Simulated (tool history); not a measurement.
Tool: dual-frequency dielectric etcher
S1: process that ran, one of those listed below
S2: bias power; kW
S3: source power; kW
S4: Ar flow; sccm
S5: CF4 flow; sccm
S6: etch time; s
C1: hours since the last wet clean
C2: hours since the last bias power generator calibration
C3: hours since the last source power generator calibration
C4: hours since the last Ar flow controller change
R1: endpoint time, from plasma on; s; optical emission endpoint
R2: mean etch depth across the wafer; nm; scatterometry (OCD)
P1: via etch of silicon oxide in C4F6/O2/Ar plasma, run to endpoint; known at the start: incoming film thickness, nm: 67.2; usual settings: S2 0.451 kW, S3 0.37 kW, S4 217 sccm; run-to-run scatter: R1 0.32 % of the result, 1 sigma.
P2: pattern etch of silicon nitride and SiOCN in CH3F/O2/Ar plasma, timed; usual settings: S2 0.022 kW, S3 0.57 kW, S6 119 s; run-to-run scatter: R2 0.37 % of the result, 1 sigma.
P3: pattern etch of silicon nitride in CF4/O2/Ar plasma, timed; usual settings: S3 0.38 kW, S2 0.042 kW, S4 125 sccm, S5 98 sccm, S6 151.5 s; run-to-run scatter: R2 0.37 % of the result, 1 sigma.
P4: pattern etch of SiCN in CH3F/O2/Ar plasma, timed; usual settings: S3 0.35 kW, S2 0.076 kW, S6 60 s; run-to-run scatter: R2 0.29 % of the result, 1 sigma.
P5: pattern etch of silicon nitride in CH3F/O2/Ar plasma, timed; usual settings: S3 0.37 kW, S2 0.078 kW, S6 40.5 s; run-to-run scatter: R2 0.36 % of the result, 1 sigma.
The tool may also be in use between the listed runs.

{"run": 1, "day": 0.346, "S1": "P1", "S2": 0.451, "S3": 0.37, "S4": 217, "C1": 328.8, "C2": 2198.2, "C3": 2187.6, "C4": 3802.8, "R1": 15.257}
{"run": 2, "day": 0.746, "S1": "P3", "S2": 0.042, "S3": 0.38, "S4": 125, "S5": 98, "S6": 151.5, "C1": 338.4, "C2": 2207.8, "C3": 2197.2, "C4": 3812.4, "R2": 212.34}
{"run": 3, "day": 1.138, "S1": "P1", "S2": 0.451, "S3": 0.51, "S4": 277, "C1": 347.8, "C2": 2217.2, "C3": 2206.6, "C4": 3821.8, "R1": 13.873}
{"run": 4, "day": 1.462, "S1": "P2", "S2": 0.022, "S3": 0.69, "S6": 119, "C1": 355.6, "C2": 2225, "C3": 2214.4, "C4": 3829.6, "R2": 19.25}
{"run": 5, "day": 2.033, "S1": "P2", "S2": 0.022, "S3": 0.57, "S6": 119, "C1": 369.3, "C2": 2238.7, "C3": 2228.1, "C4": 3843.3, "R2": 18.124}
{"run": 6, "day": 2.608, "S1": "P1", "S2": 0.451, "S3": 0.45, "S4": 217, "C1": 383.1, "C2": 2252.5, "C3": 2241.9, "C4": 3857.1, "R1": 14.16}
{"run": 7, "day": 3.275, "S1": "P4", "S2": 0.076, "S3": 0.24, "S6": 60, "C1": 399.1, "C2": 2268.5, "C3": 2257.9, "C4": 3873.1, "R2": 19.516}
{"run": 8, "day": 3.921, "S1": "P4", "S2": 0.061, "S3": 0.35, "S6": 60, "C1": 414.6, "C2": 2284, "C3": 2273.4, "C4": 3888.6, "R2": 20.791}
{"run": 9, "day": 4.571, "S1": "P3", "S2": 0.042, "S3": 0.38, "S4": 125, "S5": 98, "S6": 224, "C1": 430.2, "C2": 2299.6, "C3": 2289, "C4": 3904.2, "R2": 316.57}
{"run": 10, "day": 5.208, "S1": "P4", "S2": 0.076, "S3": 0.35, "S6": 33, "C1": 445.5, "C2": 2314.9, "C3": 2304.3, "C4": 3919.5, "R2": 12.385}
{"run": 11, "day": 5.704, "S1": "P1", "S2": 0.451, "S3": 0.37, "S4": 217, "C1": 457.4, "C2": 2326.8, "C3": 2316.2, "C4": 3931.4, "R1": 15.203}
{"run": 12, "day": 6.117, "S1": "P5", "S2": 0.078, "S3": 0.46, "S6": 40.5, "C1": 467.3, "C2": 2336.7, "C3": 2326.1, "C4": 3941.3, "R2": 31.14}
{"run": 13, "day": 6.825, "S1": "P5", "S2": 0.078, "S3": 0.37, "S6": 40.5, "C1": 484.3, "C2": 2353.7, "C3": 2343.1, "C4": 3958.3, "R2": 28.725}
{"run": 14, "day": 7.479, "S1": "P1", "S2": 0.451, "S3": 0.37, "S4": 217, "C1": 500, "C2": 2369.4, "C3": 2358.8, "C4": 3974, "R1": 15.216}
{"run": 15, "day": 8.042, "S1": "P1", "S2": 0.451, "S3": 0.37, "S4": 217, "C1": 513.5, "C2": 2382.9, "C3": 2372.3, "C4": 3987.5, "R1": 15.198}
{"run": 16, "day": 8.438, "S1": "P5", "S2": 0.078, "S3": 0.37, "S6": 27, "C1": 523, "C2": 2392.4, "C3": 2381.8, "C4": 3997, "R2": 19.171}
{"run": 17, "day": 9.112, "S1": "P1", "S2": 0.638, "S3": 0.37, "S4": 217, "C1": 539.2, "C2": 2408.6, "C3": 2398, "C4": 4013.2, "R1": 13.246}
{"run": 18, "day": 9.479, "S1": "P1", "S2": 0.341, "S3": 0.37, "S4": 217, "C1": 548, "C2": 2417.4, "C3": 2406.8, "C4": 4022, "R1": 16.8}
{"run": 19, "day": 9.821, "S1": "P2", "S2": 0.022, "S3": 0.57, "S6": 119, "C1": 556.2, "C2": 2425.6, "C3": 2415, "C4": 4030.2, "R2": 18.158}
{"day": 10.033, "done": "Ar flow controller replaced"}
{"day": 10.192, "done": "bias power generator calibrated"}
{"run": 20, "day": 10.35, "S1": "P3", "S2": 0.042, "S3": 0.27, "S4": 125, "S5": 98, "S6": 151.5, "C1": 568.9, "C2": 3.8, "C3": 2427.7, "C4": 7.7, "R2": 159.09}
{"day": 10.633, "done": "source power generator calibrated"}
{"run": 21, "day": 10.754, "S1": "P1", "S2": 0.451, "S3": 0.37, "S4": 156, "C1": 578.6, "C2": 13.5, "C3": 3, "C4": 17.4, "R1": 14.687}

Forecast run 22:
{"day": 11.204, "done": "wet clean of the chamber"}
{"run": 22, "day": 11.429, "S1": "P4", "S2": 0.076, "S3": 0.35, "S6": 60, "C1": 5.5, "C2": 29.7, "C3": 19.2, "C4": 33.6, "R2": "?"}

R2: 22.425 nm

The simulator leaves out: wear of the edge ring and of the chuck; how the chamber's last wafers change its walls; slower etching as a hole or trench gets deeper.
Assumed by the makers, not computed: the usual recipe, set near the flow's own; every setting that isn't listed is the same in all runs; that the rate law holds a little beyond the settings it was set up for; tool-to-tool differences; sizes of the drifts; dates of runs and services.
